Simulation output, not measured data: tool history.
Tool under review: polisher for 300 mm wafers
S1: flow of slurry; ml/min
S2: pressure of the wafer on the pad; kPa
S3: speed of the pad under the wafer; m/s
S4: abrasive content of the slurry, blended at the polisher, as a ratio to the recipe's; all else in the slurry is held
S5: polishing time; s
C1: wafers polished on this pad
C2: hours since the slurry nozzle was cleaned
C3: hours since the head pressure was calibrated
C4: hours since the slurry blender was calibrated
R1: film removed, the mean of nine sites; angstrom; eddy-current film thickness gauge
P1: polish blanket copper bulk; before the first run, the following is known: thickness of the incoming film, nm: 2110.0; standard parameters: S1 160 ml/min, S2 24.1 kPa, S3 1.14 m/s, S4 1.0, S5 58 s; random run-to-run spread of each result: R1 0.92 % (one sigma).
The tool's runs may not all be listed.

| run | hour | S1 | S2 | S3 | S4 | S5 | C1 | C2 | C3 | C4 | R1 |
|---|---|---|---|---|---|---|---|---|---|---|---|
| 1 | 2.1 | 160 | 24.1 | 1.14 | 1.0 | 58 | 604 | 240.9 | 490.5 | 88.4 | 7338.6 |
| 2 | 5.0 | 160 | 24.1 | 1.80 | 1.0 | 58 | 644 | 243.8 | 493.4 | 91.3 | 11520.0 |
|  | 7.0 | head pressure recalibrated |
| 3 | 8.2 | 160 | 24.1 | 1.14 | 1.0 | 80 | 688 | 247.0 | 1.2 | 94.5 | 10071.0 |
| 4 | 12.1 | 160 | 24.1 | 1.14 | 1.5 | 58 | 742 | 250.9 | 5.1 | 98.4 | 7910.1 |
| 5 | 14.3 | 160 | 24.1 | 1.14 | 1.0 | 58 | 772 | 253.1 | 7.3 | 100.6 | 7292.3 |
| 6 | 18.0 | 250 | 24.1 | 1.14 | 1.0 | 58 | 823 | 256.8 | 11.0 | 104.3 | 7899.9 |
| 7 | 22.0 | 160 | 34.5 | 1.14 | 1.0 | 58 | 878 | 260.8 | 15.0 | 108.3 | 10380.0 |
| 8 | 24.3 | 160 | 24.1 | 1.14 | 1.0 | 38 | 909 | 263.1 | 17.3 | 110.6 | 4770.6 |
| 9 | 28.3 | 95 | 24.1 | 1.14 | 1.0 | 58 | 964 | 267.1 | 21.3 | 114.6 | 6609.4 |
| 10 | 32.8 | 160 | 13.8 | 1.14 | 1.0 | 58 | 1026 | 271.6 | 25.8 | 119.1 | 4109.9 |
| 11 | 36.6 | 160 | 24.1 | 1.14 | 1.0 | 58 | 1079 | 275.4 | 29.6 | 122.9 | 7351.2 |
| 12 | 40.4 | 160 | 24.1 | 1.14 | 1.0 | 58 | 1131 | 279.2 | 33.4 | 126.7 | 7405.4 |
| 13 | 44.1 | 160 | 24.1 | 1.14 | 1.2 | 39 | 1182 | 282.9 | 37.1 | 130.4 | 5052.6 |
| 14 | 47.0 | 160 | 24.1 | 1.14 | 0.7 | 58 | 1222 | 285.8 | 40.0 | 133.3 | 6782.4 |
| 15 | 49.2 | 160 | 24.1 | 0.72 | 1.0 | 58 | 1252 | 288.0 | 42.2 | 135.5 | 4606.7 |
| 16 | 52.0 | 160 | 24.1 | 1.14 | 1.0 | 58 | 1290 | 290.8 | 45.0 | 138.3 | 7181.9 |
| 17 | 55.7 | 160 | 24.1 | 1.14 | 1.0 | 58 | 1341 | 294.5 | 48.7 | 142.0 | 7082.1 |
| 18 | 59.7 | 160 | 24.1 | 1.14 | 1.0 | 58 | 1396 | 298.5 | 52.7 | 146.0 | 7046.8 |
| 19 | 64.0 | 160 | 24.1 | 1.14 | 1.0 | 58 | 1455 | 302.8 | 57.0 | 150.3 | 6851.0 |
| 20 | 66.1 | 160 | 24.1 | 1.14 | 1.0 | 58 | 1484 | 304.9 | 59.1 | 152.4 | 6818.9 |
|  | 68.4 | worn pad replaced by a new one |
|  | 68.5 | slurry blender recalibrated |
| 21 | 69.2 | 160 | 24.1 | 1.14 | 1.0 | 58 | 12 | 308.0 | 62.2 | 0.7 | 6786.4 |
| 22 | 71.2 | 160 | 24.1 | 1.14 | 1.0 | 58 | 39 | 310.0 | 64.2 | 2.7 | 6840.0 |
| 23 | 75.7 | 160 | 24.1 | 1.14 | 1.0 | 58 | 101 | 314.5 | 68.7 | 7.2 | 6819.8 |
| 24 | 80.0 | 160 | 24.1 | 1.14 | 1.0 | 58 | 160 | 318.8 | 73.0 | 11.5 | 6749.7 |

The log shows P1 creeping away from where it was. Any of the 2 causes listed here, at the size stated for it, fits the log just as well as the others:
A: head's pressure below its setpoint, % = 7.2
B: slurry flow missing at the pad, % = 32
The onset of the drift is placed at about hour 52.0.
Each remaining cause and why it is not a fit:
removal rate lost through wear of the pad, %: serviced at hour 68.4, after the drift had started, without restoring the earlier output
abrasive missing from the slurry, %: serviced at hour 68.5, after the drift had started, without restoring the earlier output

Which of the 4 check runs listed below, each an average over 3 wafers with its results shown as question marks, gives clearly different results under the different listed causes?
| check 1 | 84.3 | 160 | 33.8 | 1.14 | 1.0 | 58 |  |  |  |  | ? |
| check 2 | 84.3 | 160 | 24.1 | 1.72 | 1.0 | 58 |  |  |  |  | ? |
| check 3 | 84.3 | 160 | 14.5 | 0.88 | 1.0 | 58 |  |  |  |  | ? |
| check 4 | 84.3 | 95 | 24.1 | 1.14 | 0.7 | 58 |  |  |  |  | ? |

Check results expected under each cause:
| check | result | if A | if B |
|---|---|---|---|
| check 1 | R1 | 9470.3 | 9468.9 |
| check 2 | R1 | 10206.0 | 10205.0 |
| check 3 | R1 | 3133.0 | 3132.6 |
| check 4 | R1 | 5634.3 | 5393.0 |
Smallest distance between any two causes, each pair judged by its most separating result, in per cent: check 1 0.02 %; check 2 0.02 %; check 3 0.02 %; check 4 4.38 %
The causes can be told apart only by check 4. The other checks would give nearly the same results under each of them.

Then check 4 was run and gave: R1 5412.7 angstrom. Which cause is it?

B is the cause: slurry flow missing at the pad, %.
